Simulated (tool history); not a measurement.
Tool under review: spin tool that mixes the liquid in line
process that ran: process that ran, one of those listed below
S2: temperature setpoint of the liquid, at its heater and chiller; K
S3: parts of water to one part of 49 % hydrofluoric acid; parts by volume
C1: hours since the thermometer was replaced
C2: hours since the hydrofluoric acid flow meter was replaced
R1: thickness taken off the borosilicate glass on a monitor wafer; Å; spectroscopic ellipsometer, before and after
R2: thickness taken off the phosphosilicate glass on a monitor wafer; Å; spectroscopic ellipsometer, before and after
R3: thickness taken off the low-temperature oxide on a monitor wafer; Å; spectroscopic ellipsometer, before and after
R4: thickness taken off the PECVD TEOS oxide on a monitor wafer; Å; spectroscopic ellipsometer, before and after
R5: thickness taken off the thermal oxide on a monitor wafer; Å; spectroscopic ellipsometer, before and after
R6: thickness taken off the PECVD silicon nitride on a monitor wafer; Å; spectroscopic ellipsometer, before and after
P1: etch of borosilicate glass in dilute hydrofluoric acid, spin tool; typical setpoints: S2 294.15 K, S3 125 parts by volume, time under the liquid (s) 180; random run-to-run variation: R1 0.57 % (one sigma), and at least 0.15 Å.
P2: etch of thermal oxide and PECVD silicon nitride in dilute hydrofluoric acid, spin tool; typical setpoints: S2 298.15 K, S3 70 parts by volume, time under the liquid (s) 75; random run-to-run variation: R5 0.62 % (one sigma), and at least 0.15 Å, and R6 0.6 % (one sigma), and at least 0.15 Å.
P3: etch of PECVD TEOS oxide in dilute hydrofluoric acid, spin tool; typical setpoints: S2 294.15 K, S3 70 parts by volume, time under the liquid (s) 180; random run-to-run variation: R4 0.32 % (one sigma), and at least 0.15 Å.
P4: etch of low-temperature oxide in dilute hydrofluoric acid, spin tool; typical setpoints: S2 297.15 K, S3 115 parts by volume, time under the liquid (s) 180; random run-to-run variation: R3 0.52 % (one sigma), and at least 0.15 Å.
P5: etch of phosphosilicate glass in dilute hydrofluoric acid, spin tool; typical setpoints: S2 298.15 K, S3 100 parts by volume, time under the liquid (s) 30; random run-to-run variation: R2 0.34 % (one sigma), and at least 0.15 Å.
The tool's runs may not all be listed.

run 1 hour=11.2 | process_that_ran=P1 S2=294.15 S3=125 time_under_the_liquid_(s)=180 | C1=450.7 C2=457.4 | R1=338.440
run 2 hour=25.1 | process_that_ran=P5 S2=298.15 S3=100 time_under_the_liquid_(s)=30 | C1=464.6 C2=471.3 | R2=357.13
run 3 hour=37.8 | process_that_ran=P1 S2=290.15 S3=125 time_under_the_liquid_(s)=180 | C1=477.3 C2=484.0 | R1=287.700
run 4 hour=52.0 | process_that_ran=P1 S2=300.65 S3=40 time_under_the_liquid_(s)=180 | C1=491.5 C2=498.2 | R1=1533.500
-- hour=62.7 hydrofluoric acid flow meter replaced
run 5 hour=67.0 | process_that_ran=P1 S2=294.15 S3=220 time_under_the_liquid_(s)=180 | C1=506.5 C2=4.3 | R1=174.100
run 6 hour=74.2 | process_that_ran=P4 S2=297.15 S3=210 time_under_the_liquid_(s)=180 | C1=513.7 C2=11.5 | R3=107.11
run 7 hour=81.9 | process_that_ran=P3 S2=294.15 S3=70 time_under_the_liquid_(s)=85 | C1=521.4 C2=19.2 | R4=143.66
run 8 hour=94.4 | process_that_ran=P1 S2=301.15 S3=125 time_under_the_liquid_(s)=180 | C1=533.9 C2=31.7 | R1=440.940
run 9 hour=107.5 | process_that_ran=P4 S2=301.15 S3=115 time_under_the_liquid_(s)=180 | C1=547.0 C2=44.8 | R3=258.02
run 10 hour=115.4 | process_that_ran=P2 S2=298.15 S3=70 time_under_the_liquid_(s)=75 | C1=554.9 C2=52.7 | R5=51.402 R6=53.776
run 11 hour=126.6 | process_that_ran=P1 S2=294.15 S3=125 time_under_the_liquid_(s)=50 | C1=566.1 C2=63.9 | R1=94.886
run 12 hour=140.9 | process_that_ran=P5 S2=298.15 S3=100 time_under_the_liquid_(s)=30 | C1=580.4 C2=78.2 | R2=358.38
run 13 hour=153.1 | process_that_ran=P2 S2=298.15 S3=30 time_under_the_liquid_(s)=75 | C1=592.6 C2=90.4 | R5=125.950 R6=123.870
run 14 hour=166.1 | process_that_ran=P4 S2=297.15 S3=115 time_under_the_liquid_(s)=345 | C1=605.6 C2=103.4 | R3=424.10
run 15 hour=179.9 | process_that_ran=P3 S2=294.15 S3=20 time_under_the_liquid_(s)=180 | C1=619.4 C2=117.2 | R4=1126.30
run 16 hour=194.0 | process_that_ran=P1 S2=294.15 S3=125 time_under_the_liquid_(s)=180 | C1=633.5 C2=131.3 | R1=339.970
run 17 hour=204.4 | process_that_ran=P5 S2=298.15 S3=100 time_under_the_liquid_(s)=50 | C1=643.9 C2=141.7 | R2=596.74
run 18 hour=211.9 | process_that_ran=P1 S2=294.15 S3=125 time_under_the_liquid_(s)=180 | C1=651.4 C2=149.2 | R1=339.220
run 19 hour=220.2 | process_that_ran=P3 S2=294.15 S3=70 time_under_the_liquid_(s)=180 | C1=659.7 C2=157.5 | R4=305.11
run 20 hour=230.0 | process_that_ran=P5 S2=298.15 S3=45 time_under_the_liquid_(s)=30 | C1=669.5 C2=167.3 | R2=854.51
run 21 hour=240.4 | process_that_ran=P5 S2=292.15 S3=100 time_under_the_liquid_(s)=30 | C1=679.9 C2=177.7 | R2=282.55
run 22 hour=255.3 | process_that_ran=P2 S2=293.65 S3=70 time_under_the_liquid_(s)=75 | C1=694.8 C2=192.6 | R5=42.460 R6=40.019
run 23 hour=268.4 | process_that_ran=P1 S2=294.15 S3=125 time_under_the_liquid_(s)=345 | C1=707.9 C2=205.7 | R1=651.620
run 24 hour=281.8 | process_that_ran=P3 S2=290.15 S3=70 time_under_the_liquid_(s)=180 | C1=721.3 C2=219.1 | R4=256.83
run 25 hour=293.8 | process_that_ran=P2 S2=298.15 S3=70 time_under_the_liquid_(s)=135 | C1=733.3 C2=231.1 | R5=91.078 R6=97.036
run 26 hour=303.1 | process_that_ran=P1 S2=294.15 S3=125 time_under_the_liquid_(s)=180 | C1=742.6 C2=240.4 | R1=340.320
run 27 hour=312.2 | process_that_ran=P3 S2=294.15 S3=70 time_under_the_liquid_(s)=180 | C1=751.7 C2=249.5 | R4=305.09
run 28 hour=323.6 | process_that_ran=P2 S2=298.15 S3=70 time_under_the_liquid_(s)=75 | C1=763.1 C2=260.9 | R5=50.529 R6=53.962
run 29 hour=331.8 | process_that_ran=P1 S2=290.15 S3=125 time_under_the_liquid_(s)=65 | C1=771.3 C2=269.1 | R1=103.480
run 30 hour=344.0 | process_that_ran=P1 S2=294.15 S3=70 time_under_the_liquid_(s)=180 | C1=783.5 C2=281.3 | R1=645.180
run 31 hour=352.1 | process_that_ran=P4 S2=297.15 S3=115 time_under_the_liquid_(s)=180 | C1=791.6 C2=289.4 | R3=220.06
run 32 hour=361.3 | process_that_ran=P1 S2=294.15 S3=125 time_under_the_liquid_(s)=180 | C1=800.8 C2=298.6 | R1=339.930
run 33 hour=375.7 | process_that_ran=P1 S2=294.15 S3=125 time_under_the_liquid_(s)=180 | C1=815.2 C2=313.0 | R1=358.150
run 34 hour=382.5 | process_that_ran=P1 S2=294.15 S3=125 time_under_the_liquid_(s)=180 | C1=822.0 C2=319.8 | R1=358.290
run 35 hour=394.5 | process_that_ran=P1 S2=294.15 S3=125 time_under_the_liquid_(s)=180 | C1=834.0 C2=331.8 | R1=362.390
run 36 hour=407.1 | process_that_ran=P1 S2=294.15 S3=125 time_under_the_liquid_(s)=180 | C1=846.6 C2=344.4 | R1=370.250
run 37 hour=415.4 | process_that_ran=P1 S2=294.15 S3=125 time_under_the_liquid_(s)=180 | C1=854.9 C2=352.7 | R1=367.530
run 38 hour=422.1 | process_that_ran=P1 S2=294.15 S3=125 time_under_the_liquid_(s)=180 | C1=861.6 C2=359.4 | R1=370.070
run 39 hour=436.3 | process_that_ran=P1 S2=294.15 S3=125 time_under_the_liquid_(s)=180 | C1=875.8 C2=373.6 | R1=369.460

P1 has crept away from where it was. The log is fitted equally well by each of these 2 causes, at the sizes shown:
A: hydrofluoric acid flow above the setpoint (%) = 7.8
B: liquid hotter than its thermometer reads (K) = 2.15
The gradual shift began around hour 361.3.

Question marks stand in for the results of the 4 check runs listed below, each run on one wafer. Under which run would the listed causes show clearly different results?
run check 1 hour=450.5 | process_that_ran=P5 S2=298.15 S3=100 time_under_the_liquid_(s)=30 | R2=?
run check 2 hour=450.5 | process_that_ran=P3 S2=294.15 S3=70 time_under_the_liquid_(s)=180 | R4=?
run check 3 hour=450.5 | process_that_ran=P4 S2=297.15 S3=115 time_under_the_liquid_(s)=180 | R3=?
run check 4 hour=450.5 | process_that_ran=P2 S2=298.15 S3=70 time_under_the_liquid_(s)=75 | R5=? R6=?

Outcome of each check run for each possible cause:
check=check_1 result=R2 if_A=389.51 if_B=389.22
check=check_2 result=R4 if_A=330.03 if_B=332.48
check=check_3 result=R3 if_A=239.76 if_B=239.34
check=check_4 result=R5 if_A=55.223 if_B=55.437
check=check_4 result=R6 if_A=58.022 if_B=62.067
Distance between the nearest two causes, measured in the result of the check that separates them most: check 1 0.07 %; check 2 0.74 %; check 3 0.17 %; check 4 6.74 %
Check 4 distinguishes between the causes, while the remaining checks would return nearly the same result for all of them.

With check 4 done, the readings were: R5 55.066 Å; R6 57.486 Å. Identify which of the listed causes applies.

The cause is A: hydrofluoric acid flow above the setpoint (%).
